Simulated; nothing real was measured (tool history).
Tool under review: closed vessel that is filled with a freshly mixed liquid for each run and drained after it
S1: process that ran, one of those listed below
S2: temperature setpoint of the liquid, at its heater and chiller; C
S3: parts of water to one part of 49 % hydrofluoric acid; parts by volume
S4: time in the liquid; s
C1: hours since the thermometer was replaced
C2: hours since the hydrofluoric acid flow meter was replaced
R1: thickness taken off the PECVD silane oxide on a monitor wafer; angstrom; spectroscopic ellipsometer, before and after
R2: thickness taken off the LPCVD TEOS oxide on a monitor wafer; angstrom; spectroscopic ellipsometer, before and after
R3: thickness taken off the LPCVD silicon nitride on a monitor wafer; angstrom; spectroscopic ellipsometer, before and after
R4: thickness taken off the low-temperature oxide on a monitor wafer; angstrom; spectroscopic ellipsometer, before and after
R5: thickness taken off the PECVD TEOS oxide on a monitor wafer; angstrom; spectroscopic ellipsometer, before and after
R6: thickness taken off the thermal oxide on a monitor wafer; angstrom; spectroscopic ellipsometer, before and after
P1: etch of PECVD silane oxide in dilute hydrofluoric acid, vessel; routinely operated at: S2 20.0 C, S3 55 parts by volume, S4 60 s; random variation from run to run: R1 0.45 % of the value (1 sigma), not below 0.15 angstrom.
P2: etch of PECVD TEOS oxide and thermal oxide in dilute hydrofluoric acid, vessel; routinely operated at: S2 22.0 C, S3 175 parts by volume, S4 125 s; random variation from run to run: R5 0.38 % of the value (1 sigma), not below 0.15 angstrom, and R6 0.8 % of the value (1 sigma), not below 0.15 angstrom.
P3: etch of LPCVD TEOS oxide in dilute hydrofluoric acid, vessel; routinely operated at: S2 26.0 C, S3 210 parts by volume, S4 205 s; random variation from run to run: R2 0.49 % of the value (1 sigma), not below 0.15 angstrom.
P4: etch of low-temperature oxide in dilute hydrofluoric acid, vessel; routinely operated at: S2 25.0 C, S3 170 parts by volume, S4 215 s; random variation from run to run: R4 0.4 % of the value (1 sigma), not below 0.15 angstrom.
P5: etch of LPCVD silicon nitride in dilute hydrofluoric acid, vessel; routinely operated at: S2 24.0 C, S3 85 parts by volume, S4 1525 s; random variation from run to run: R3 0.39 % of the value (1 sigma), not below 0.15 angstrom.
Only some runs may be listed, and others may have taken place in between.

{"run": 1, "day": 0.367, "S1": "P1", "S2": 20.0, "S3": 55, "S4": 60, "C1": 497.4, "C2": 88.6, "R1": 237.68}
{"run": 2, "day": 0.742, "S1": "P1", "S2": 20.0, "S3": 55, "S4": 60, "C1": 506.4, "C2": 97.6, "R1": 237.02}
{"run": 3, "day": 1.125, "S1": "P1", "S2": 20.0, "S3": 55, "S4": 60, "C1": 515.6, "C2": 106.8, "R1": 237.27}
{"run": 4, "day": 1.604, "S1": "P1", "S2": 20.0, "S3": 20, "S4": 60, "C1": 527.1, "C2": 118.3, "R1": 680.47}
{"run": 5, "day": 1.975, "S1": "P1", "S2": 17.0, "S3": 20, "S4": 60, "C1": 536.0, "C2": 127.2, "R1": 598.36}
{"run": 6, "day": 2.471, "S1": "P3", "S2": 26.0, "S3": 35, "S4": 205, "C1": 547.9, "C2": 139.1, "R2": 3241.1}
{"run": 7, "day": 2.829, "S1": "P5", "S2": 24.0, "S3": 85, "S4": 1525, "C1": 556.5, "C2": 147.7, "R3": 85.44}
{"run": 8, "day": 3.079, "S1": "P1", "S2": 26.5, "S3": 55, "S4": 60, "C1": 562.5, "C2": 153.7, "R1": 309.76}
{"run": 9, "day": 3.479, "S1": "P1", "S2": 20.0, "S3": 55, "S4": 60, "C1": 572.1, "C2": 163.3, "R1": 239.1}
{"run": 10, "day": 3.867, "S1": "P5", "S2": 24.0, "S3": 85, "S4": 1525, "C1": 581.4, "C2": 172.6, "R3": 85.465}
{"run": 11, "day": 4.171, "S1": "P4", "S2": 25.0, "S3": 170, "S4": 390, "C1": 588.7, "C2": 179.9, "R4": 497.24}
{"day": 4.192, "done": "thermometer replaced"}
{"run": 12, "day": 4.525, "S1": "P1", "S2": 20.0, "S3": 55, "S4": 30, "C1": 8.0, "C2": 188.4, "R1": 118.82}
{"run": 13, "day": 4.792, "S1": "P2", "S2": 22.0, "S3": 85, "S4": 125, "C1": 14.4, "C2": 194.8, "R5": 131.58, "R6": 62.499}
{"run": 14, "day": 5.104, "S1": "P4", "S2": 25.0, "S3": 55, "S4": 215, "C1": 21.9, "C2": 202.3, "R4": 972.47}
{"run": 15, "day": 5.396, "S1": "P4", "S2": 20.5, "S3": 170, "S4": 215, "C1": 28.9, "C2": 209.3, "R4": 229.8}
{"run": 16, "day": 5.721, "S1": "P1", "S2": 20.0, "S3": 35, "S4": 30, "C1": 36.7, "C2": 217.1, "R1": 191.26}
{"run": 17, "day": 6.192, "S1": "P4", "S2": 25.0, "S3": 170, "S4": 215, "C1": 48.0, "C2": 228.4, "R4": 274.06}
{"run": 18, "day": 6.412, "S1": "P1", "S2": 17.0, "S3": 55, "S4": 60, "C1": 53.3, "C2": 233.7, "R1": 208.55}
{"run": 19, "day": 6.804, "S1": "P2", "S2": 17.0, "S3": 175, "S4": 125, "C1": 62.7, "C2": 243.1, "R5": 47.722, "R6": 23.35}
{"run": 20, "day": 7.275, "S1": "P2", "S2": 22.0, "S3": 175, "S4": 65, "C1": 74.0, "C2": 254.4, "R5": 30.415, "R6": 14.537}
{"run": 21, "day": 7.583, "S1": "P3", "S2": 18.5, "S3": 210, "S4": 205, "C1": 81.4, "C2": 261.8, "R2": 328.51}
{"run": 22, "day": 7.875, "S1": "P1", "S2": 20.0, "S3": 105, "S4": 60, "C1": 88.4, "C2": 268.8, "R1": 117.57}
{"run": 23, "day": 8.271, "S1": "P3", "S2": 26.0, "S3": 210, "S4": 30, "C1": 97.9, "C2": 278.3, "R2": 62.657}
{"run": 24, "day": 8.642, "S1": "P2", "S2": 22.0, "S3": 175, "S4": 125, "C1": 106.8, "C2": 287.2, "R5": 57.945, "R6": 27.879}
{"run": 25, "day": 9.012, "S1": "P5", "S2": 32.0, "S3": 85, "S4": 1525, "C1": 115.7, "C2": 296.1, "R3": 143.01}
{"run": 26, "day": 9.358, "S1": "P5", "S2": 24.0, "S3": 45, "S4": 1525, "C1": 124.0, "C2": 304.4, "R3": 159.71}
{"run": 27, "day": 9.671, "S1": "P1", "S2": 20.0, "S3": 55, "S4": 60, "C1": 131.5, "C2": 311.9, "R1": 239.59}
{"run": 28, "day": 9.95, "S1": "P1", "S2": 20.0, "S3": 55, "S4": 90, "C1": 138.2, "C2": 318.6, "R1": 355.7}
{"run": 29, "day": 10.192, "S1": "P5", "S2": 24.0, "S3": 85, "S4": 2590, "C1": 144.0, "C2": 324.4, "R3": 145.27}
{"run": 30, "day": 10.417, "S1": "P3", "S2": 26.0, "S3": 210, "S4": 205, "C1": 149.4, "C2": 329.8, "R2": 431.21}
{"run": 31, "day": 10.742, "S1": "P1", "S2": 20.0, "S3": 55, "S4": 60, "C1": 157.2, "C2": 337.6, "R1": 237.28}
{"run": 32, "day": 11.167, "S1": "P1", "S2": 20.0, "S3": 55, "S4": 60, "C1": 167.4, "C2": 347.8, "R1": 245.67}
{"run": 33, "day": 11.488, "S1": "P1", "S2": 20.0, "S3": 55, "S4": 60, "C1": 175.1, "C2": 355.5, "R1": 252.84}
{"run": 34, "day": 11.85, "S1": "P1", "S2": 20.0, "S3": 55, "S4": 60, "C1": 183.8, "C2": 364.2, "R1": 252.68}
{"run": 35, "day": 12.146, "S1": "P1", "S2": 20.0, "S3": 55, "S4": 60, "C1": 190.9, "C2": 371.3, "R1": 254.34}
{"run": 36, "day": 12.521, "S1": "P1", "S2": 20.0, "S3": 55, "S4": 60, "C1": 199.9, "C2": 380.3, "R1": 256.22}
{"run": 37, "day": 12.888, "S1": "P1", "S2": 20.0, "S3": 55, "S4": 60, "C1": 208.7, "C2": 389.1, "R1": 257.57}
{"run": 38, "day": 13.25, "S1": "P1", "S2": 20.0, "S3": 55, "S4": 60, "C1": 217.4, "C2": 397.8, "R1": 256.4}

P1 no longer gives what it gave before; its output has crept away from where it was. The following 2 causes, each at its listed size, fit the log equally well:
A: liquid hotter than its thermometer reads (K) = 1.82
B: hydrofluoric acid flow above the setpoint (%) = 7.45
At approximately day 10.742, the process output began to creep.

Of the 4 check runs listed below, each run on one wafer and each result written as a question mark, which would let you distinguish the listed causes because they would give clearly different results?
{"run": "check 1", "day": 13.612, "S1": "P2", "S2": 17.5, "S3": 175, "S4": 125, "R5": "?", "R6": "?"}
{"run": "check 2", "day": 13.612, "S1": "P3", "S2": 26.0, "S3": 50, "S4": 30, "R2": "?"}
{"run": "check 3", "day": 13.612, "S1": "P5", "S2": 32.0, "S3": 85, "S4": 1525, "R3": "?"}
{"run": "check 4", "day": 13.612, "S1": "P4", "S2": 25.0, "S3": 60, "S4": 305, "R4": "?"}

What every check run would give for each of its results, assuming each possible cause in turn:
check=check_1 result=R5 if_A=52.542 if_B=53.120
check=check_1 result=R6 if_A=25.169 if_B=25.446
check=check_2 result=R2 if_A=348.480 if_B=349.730
check=check_3 result=R3 if_A=160.050 if_B=153.750
check=check_4 result=R4 if_A=1350.30 if_B=1356.10
Minimum pairwise separation of causes per check, each pair taken at its best-separating result: check 1 1.09 %; check 2 0.36 %; check 3 4.01 %; check 4 0.43 %
Of the check runs offered, only check 3 discriminates between the causes; the rest would read about the same regardless of which cause applies.

Check 3 was carried out, with these results: R3 159.800 angstrom. Which of the listed causes is responsible?

It was cause A: liquid hotter than its thermometer reads (K).

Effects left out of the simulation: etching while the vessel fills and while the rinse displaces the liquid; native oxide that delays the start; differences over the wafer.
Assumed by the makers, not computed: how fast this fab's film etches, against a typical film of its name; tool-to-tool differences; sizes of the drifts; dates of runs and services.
